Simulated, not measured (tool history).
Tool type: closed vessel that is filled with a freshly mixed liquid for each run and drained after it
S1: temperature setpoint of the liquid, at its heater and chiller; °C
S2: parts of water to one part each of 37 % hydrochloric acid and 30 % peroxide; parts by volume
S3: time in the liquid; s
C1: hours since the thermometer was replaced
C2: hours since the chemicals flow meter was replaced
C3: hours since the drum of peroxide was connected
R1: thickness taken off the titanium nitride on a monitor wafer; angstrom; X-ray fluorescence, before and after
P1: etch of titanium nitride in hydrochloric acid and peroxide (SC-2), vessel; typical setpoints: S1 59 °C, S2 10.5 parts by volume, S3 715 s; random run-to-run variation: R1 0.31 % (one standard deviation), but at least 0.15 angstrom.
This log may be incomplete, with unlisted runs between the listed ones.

{"run": 1, "hour": 12.9, "S1": 59, "S2": 10.5, "S3": 715, "C1": 2185.9, "C2": 493.3, "C3": 280.8, "R1": 210.83}
{"run": 2, "hour": 29.0, "S1": 45, "S2": 10.5, "S3": 715, "C1": 2202, "C2": 509.4, "C3": 296.9, "R1": 82.627}
{"run": 3, "hour": 38.3, "S1": 59, "S2": 10.5, "S3": 715, "C1": 2211.3, "C2": 518.7, "C3": 306.2, "R1": 209.98}
{"run": 4, "hour": 53.3, "S1": 59, "S2": 10.5, "S3": 715, "C1": 2226.3, "C2": 533.7, "C3": 321.2, "R1": 209.65}
{"run": 5, "hour": 61.8, "S1": 59, "S2": 10.5, "S3": 30, "C1": 2234.8, "C2": 542.2, "C3": 329.7, "R1": 9.075}
{"run": 6, "hour": 80.2, "S1": 69.5, "S2": 10.5, "S3": 715, "C1": 2253.2, "C2": 560.6, "C3": 348.1, "R1": 398.25}
{"hour": 93.6, "done": "thermometer replaced"}
{"run": 7, "hour": 95.5, "S1": 59, "S2": 10.5, "S3": 1345, "C1": 1.9, "C2": 575.9, "C3": 363.4, "R1": 394.54}
{"run": 8, "hour": 106.3, "S1": 46, "S2": 10.5, "S3": 1370, "C1": 12.7, "C2": 586.7, "C3": 374.2, "R1": 171.47}
{"run": 9, "hour": 115.0, "S1": 59, "S2": 16, "S3": 715, "C1": 21.4, "C2": 595.4, "C3": 382.9, "R1": 146.09}
{"run": 10, "hour": 128.7, "S1": 59, "S2": 10.5, "S3": 715, "C1": 35.1, "C2": 609.1, "C3": 396.6, "R1": 209.7}
{"run": 11, "hour": 140.9, "S1": 59, "S2": 10.5, "S3": 715, "C1": 47.3, "C2": 621.3, "C3": 408.8, "R1": 209.84}
{"run": 12, "hour": 151.8, "S1": 59, "S2": 10.5, "S3": 715, "C1": 58.2, "C2": 632.2, "C3": 419.7, "R1": 210.23}
{"run": 13, "hour": 170.0, "S1": 59, "S2": 5, "S3": 1015, "C1": 76.4, "C2": 650.4, "C3": 437.9, "R1": 530.23}
{"run": 14, "hour": 182.2, "S1": 59, "S2": 10.5, "S3": 715, "C1": 88.6, "C2": 662.6, "C3": 450.1, "R1": 209.6}
{"run": 15, "hour": 192.2, "S1": 59, "S2": 4, "S3": 715, "C1": 98.6, "C2": 672.6, "C3": 460.1, "R1": 435.81}
{"run": 16, "hour": 204.9, "S1": 59, "S2": 10.5, "S3": 715, "C1": 111.3, "C2": 685.3, "C3": 472.8, "R1": 210.66}
{"run": 17, "hour": 214.9, "S1": 59, "S2": 10.5, "S3": 715, "C1": 121.3, "C2": 695.3, "C3": 482.8, "R1": 216.75}
{"run": 18, "hour": 232.4, "S1": 59, "S2": 10.5, "S3": 715, "C1": 138.8, "C2": 712.8, "C3": 500.3, "R1": 223.68}
{"run": 19, "hour": 243.2, "S1": 59, "S2": 10.5, "S3": 715, "C1": 149.6, "C2": 723.6, "C3": 511.1, "R1": 226.65}
{"run": 20, "hour": 254.1, "S1": 59, "S2": 10.5, "S3": 715, "C1": 160.5, "C2": 734.5, "C3": 522, "R1": 227.42}
{"run": 21, "hour": 266.3, "S1": 59, "S2": 10.5, "S3": 715, "C1": 172.7, "C2": 746.7, "C3": 534.2, "R1": 226.76}
{"run": 22, "hour": 278.2, "S1": 59, "S2": 10.5, "S3": 715, "C1": 184.6, "C2": 758.6, "C3": 546.1, "R1": 228.57}

What P1 gives has crept off from where it sat before. The 2 causes that follow fit the log equally well, each at the size noted:
A: chemicals flow above the setpoint (%) = 10.5
B: liquid hotter than its thermometer reads (K) = 1.33
Creep in the process output first set in at about hour 204.9.
The rest of the possible causes, and what rules out each one:
peroxide weaker than its label (%): limited to 8, which would change R1 by -7.4 %, either short of the creep or opposite in sign

Consider the 4 single-wafer check runs listed below, results given as question marks: which one distinguishes between the causes by giving clearly different results for each?
{"run": "check 1", "hour": 290.1, "S1": 46.5, "S2": 4, "S3": 715, "R1": "?"}
{"run": "check 2", "hour": 290.1, "S1": 48, "S2": 10.5, "S3": 1095, "R1": "?"}
{"run": "check 3", "hour": 290.1, "S1": 59, "S2": 15.5, "S3": 30, "R1": "?"}
{"run": "check 4", "hour": 290.1, "S1": 59, "S2": 15, "S3": 715, "R1": "?"}

Outcome of each check run for each possible cause:
check=check_1 result=R1 if_A=205.31 if_B=210.47
check=check_2 result=R1 if_A=170.09 if_B=171.14
check=check_3 result=R1 if_A=6.8568 if_B=6.8272
check=check_4 result=R1 if_A=168.16 if_B=167.5
Per-check spread between the two closest causes, in the result where they differ most: check 1 2.48 %; check 2 0.62 %; check 3 0.43 %; check 4 0.39 %
The causes can be told apart only by check 1. The other checks would give nearly the same results under each of them.

Then check 1 was run and gave: R1 205.28 angstrom. Which cause is it?

It is A: chemicals flow above the setpoint (%).
